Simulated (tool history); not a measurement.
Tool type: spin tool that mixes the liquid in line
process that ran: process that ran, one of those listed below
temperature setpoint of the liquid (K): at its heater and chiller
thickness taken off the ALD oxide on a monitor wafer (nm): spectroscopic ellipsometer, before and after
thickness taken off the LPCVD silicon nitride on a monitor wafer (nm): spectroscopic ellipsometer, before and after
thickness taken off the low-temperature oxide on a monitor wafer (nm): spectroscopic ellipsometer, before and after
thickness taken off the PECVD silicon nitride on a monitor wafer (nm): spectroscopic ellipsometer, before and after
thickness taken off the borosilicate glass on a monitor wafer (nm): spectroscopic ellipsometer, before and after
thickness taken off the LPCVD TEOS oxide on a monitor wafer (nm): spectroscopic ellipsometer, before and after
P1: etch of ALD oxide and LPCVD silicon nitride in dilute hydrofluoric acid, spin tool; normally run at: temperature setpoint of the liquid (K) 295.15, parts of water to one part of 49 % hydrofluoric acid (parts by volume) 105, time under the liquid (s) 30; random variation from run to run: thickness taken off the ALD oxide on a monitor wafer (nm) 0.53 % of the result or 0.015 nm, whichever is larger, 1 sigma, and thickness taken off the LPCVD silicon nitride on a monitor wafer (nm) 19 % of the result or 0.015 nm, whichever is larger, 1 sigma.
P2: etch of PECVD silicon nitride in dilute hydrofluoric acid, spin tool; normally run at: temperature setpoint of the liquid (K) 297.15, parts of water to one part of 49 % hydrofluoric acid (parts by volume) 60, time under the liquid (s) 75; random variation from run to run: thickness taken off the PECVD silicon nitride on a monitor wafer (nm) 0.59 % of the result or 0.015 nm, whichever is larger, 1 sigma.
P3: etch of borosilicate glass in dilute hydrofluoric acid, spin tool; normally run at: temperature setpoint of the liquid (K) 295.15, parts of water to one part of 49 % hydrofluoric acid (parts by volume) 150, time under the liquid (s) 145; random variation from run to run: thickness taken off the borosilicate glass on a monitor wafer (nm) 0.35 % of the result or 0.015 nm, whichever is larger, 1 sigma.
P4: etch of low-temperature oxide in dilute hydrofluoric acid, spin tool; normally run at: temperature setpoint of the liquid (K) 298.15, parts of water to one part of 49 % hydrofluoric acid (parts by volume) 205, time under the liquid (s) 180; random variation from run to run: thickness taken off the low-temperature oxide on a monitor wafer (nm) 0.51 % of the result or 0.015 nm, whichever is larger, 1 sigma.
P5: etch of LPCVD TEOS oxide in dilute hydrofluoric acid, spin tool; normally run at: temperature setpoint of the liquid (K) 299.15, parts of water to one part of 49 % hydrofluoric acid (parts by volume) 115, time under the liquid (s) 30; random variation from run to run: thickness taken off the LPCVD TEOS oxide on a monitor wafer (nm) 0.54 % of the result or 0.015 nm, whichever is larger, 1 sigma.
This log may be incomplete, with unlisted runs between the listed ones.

run   hour  process that ran  temperature setpoint of the liquid (K)  parts of water to one part of 49 % hydrofluoric acid (parts by volume)  time under the liquid (s)  thickness taken off the ALD oxide on a monitor wafer (nm)  thickness taken off the LPCVD silicon nitride on a monitor wafer (nm)  thickness taken off the low-temperature oxide on a monitor wafer (nm)  thickness taken off the PECVD silicon nitride on a monitor wafer (nm)  thickness taken off the borosilicate glass on a monitor wafer (nm)  thickness taken off the LPCVD TEOS oxide on a monitor wafer (nm)
  1    9.4                P1                                  295.15                                                                     105                         30                                                     7.6852                                                               0.149450
  2   22.0                P1                                  291.15                                                                     105                         30                                                     6.5150                                                               0.072579
  3   36.3                P1                                  300.15                                                                     105                         30                                                     9.4022                                                               0.190970
  4   49.2                P4                                  298.15                                                                     205                        260                                                                                                                                                                                                   14.808
  5   58.8                P1                                  295.15                                                                     105                         30                                                     7.6865                                                               0.101620
  6   69.4                P2                                  297.15                                                                      60                         75                                                                                                                                                                                                                                                                          4.6713
  7   85.6                P2                                  297.15                                                                      60                         75                                                                                                                                                                                                                                                                          4.6934
  8  102.2                P4                                  303.65                                                                     205                        180                                                                                                                                                                                                   12.610
  9  118.1                P2                                  290.15                                                                      60                         75                                                                                                                                                                                                                                                                          2.8589
 10  137.1                P3                                  290.15                                                                     150                        145                                                                                                                                                                                                                                                                                                                                             19.7270
 11  150.0                P5                                  299.15                                                                     115                         30                                                                                                                                                                                                                                                                                                                                                                                                               12.0670
 12  166.3                P2                                  297.15                                                                      85                         75                                                                                                                                                                                                                                                                          3.3494
 13  178.5                P1                                  295.15                                                                     105                         15                                                     3.8159                                                               0.040345
 14  194.7                P1                                  295.15                                                                     105                         30                                                     7.6599                                                               0.092249
 15  210.7                P2                                  297.15                                                                      60                         40                                                                                                                                                                                                                                                                          2.4942
 16  221.9                P1                                  295.15                                                                     105                         30                                                     7.6149                                                               0.140460
 17  239.3                P1                                  290.15                                                                     105                         55                                                    11.3760                                                               0.151950
 18  249.2                P1                                  295.15                                                                     105                         30                                                     7.5729                                                               0.118030
 19  265.7                P4                                  298.15                                                                      60                        180                                                                                                                                                                                                   41.331
 20  280.5                P3                                  295.15                                                                     150                         40                                                                                                                                                                                                                                                                                                                                              6.6685
 21  296.5                P5                                  293.65                                                                     115                         30                                                                                                                                                                                                                                                                                                                                                                                                                9.6885
 22  315.7                P1                                  295.15                                                                     105                         55                                                    13.9420                                                               0.210580
 23  329.0                P4                                  298.15                                                                     205                        180                                                                                                                                                                                                   10.248
 24  346.4                P1                                  295.15                                                                      65                         30                                                    12.9110                                                               0.141510
 25  363.9                P3                                  295.15                                                                      70                        145                                                                                                                                                                                                                                                                                                                                             56.0650
 26  374.3                P3                                  295.15                                                                     150                        145                                                                                                                                                                                                                                                                                                                                             24.0310
 27  386.4                P1                                  295.15                                                                     175                         30                                                     4.2838                                                               0.041424
 28  395.8                P1                                  295.15                                                                     105                         30                                                     7.6902                                                               0.173260
 29  408.4                P5                                  299.15                                                                     115                         15                                                                                                                                                                                                                                                                                                                                                                                                                5.9800
 30  420.7                P5                                  299.15                                                                     215                         30                                                                                                                                                                                                                                                                                                                                                                                                                5.7359
 31  434.5                P1                                  295.15                                                                     105                         30                                                     7.6672                                                               0.116810
 32  451.7                P1                                  295.15                                                                     105                         30                                                     7.9395                                                               0.129070
 33  468.5                P1                                  295.15                                                                     105                         30                                                     7.9877                                                               0.173800
 34  479.0                P1                                  295.15                                                                     105                         30                                                     8.0813                                                               0.153490
 35  493.2                P1                                  295.15                                                                     105                         30                                                     8.0583                                                               0.115880
 36  503.3                P1                                  295.15                                                                     105                         30                                                     8.1066                                                               0.153870
 37  513.2                P1                                  295.15                                                                     105                         30                                                     8.1421                                                               0.158890
 38  522.5                P1                                  295.15                                                                     105                         30                                                     8.1247                                                               0.148820
 39  533.1                P1                                  295.15                                                                     105                         30                                                     8.1973                                                               0.127620
 40  541.7                P1                                  295.15                                                                     105                         30                                                     8.1927                                                               0.113780
 41  552.5                P1                                  295.15                                                                     105                         30                                                     8.1479                                                               0.166160
 42  565.7                P1                                  295.15                                                                     105                         30                                                     8.2153                                                               0.106100

What P1 gives has crept off from where it sat before. The 2 causes that follow fit the log equally well, each at the size noted:
A: hydrofluoric acid flow above the setpoint (%) = 6.1
B: liquid hotter than its thermometer reads (K) = 1.67
The gradual shift began around hour 434.5.

Below are 4 check runs, each on a single wafer, with their results shown as question marks. Which of them would tell the listed causes apart, meaning the causes would give clearly different results under it?
check 1  578.9                P4                                  298.15                                                                     110                        180                                                                                                                                                                                                        ?
check 2  578.9                P5                                  294.15                                                                     180                         30                                                                                                                                                                                                                                                                                                                                                                                                                     ?
check 3  578.9                P2                                  291.15                                                                      60                         75                                                                                                                                                                                                                                                                               ?
check 4  578.9                P3                                  290.15                                                                     150                         40                                                                                                                                                                                                                                                                                                                                                   ?

Predicted outcomes, by check and by cause:
  check                                                                 result    if A    if B
check 1  thickness taken off the low-temperature oxide on a monitor wafer (nm)  22.835  22.779
check 2       thickness taken off the LPCVD TEOS oxide on a monitor wafer (nm)  6.2951  6.2580
check 3  thickness taken off the PECVD silicon nitride on a monitor wafer (nm)  3.2646  3.4633
check 4     thickness taken off the borosilicate glass on a monitor wafer (nm)  5.7902  5.7920
Smallest distance between any two causes, each pair judged by its most separating result, in per cent: check 1 0.25 %; check 2 0.59 %; check 3 5.91 %; check 4 0.03 %
Only in check 3 would the causes give clearly different results; in the remaining checks their results would be nearly the same.

Check 3 was then run and gave: thickness taken off the PECVD silicon nitride on a monitor wafer (nm) 3.4315. Which cause is it?

B is the cause: liquid hotter than its thermometer reads (K).
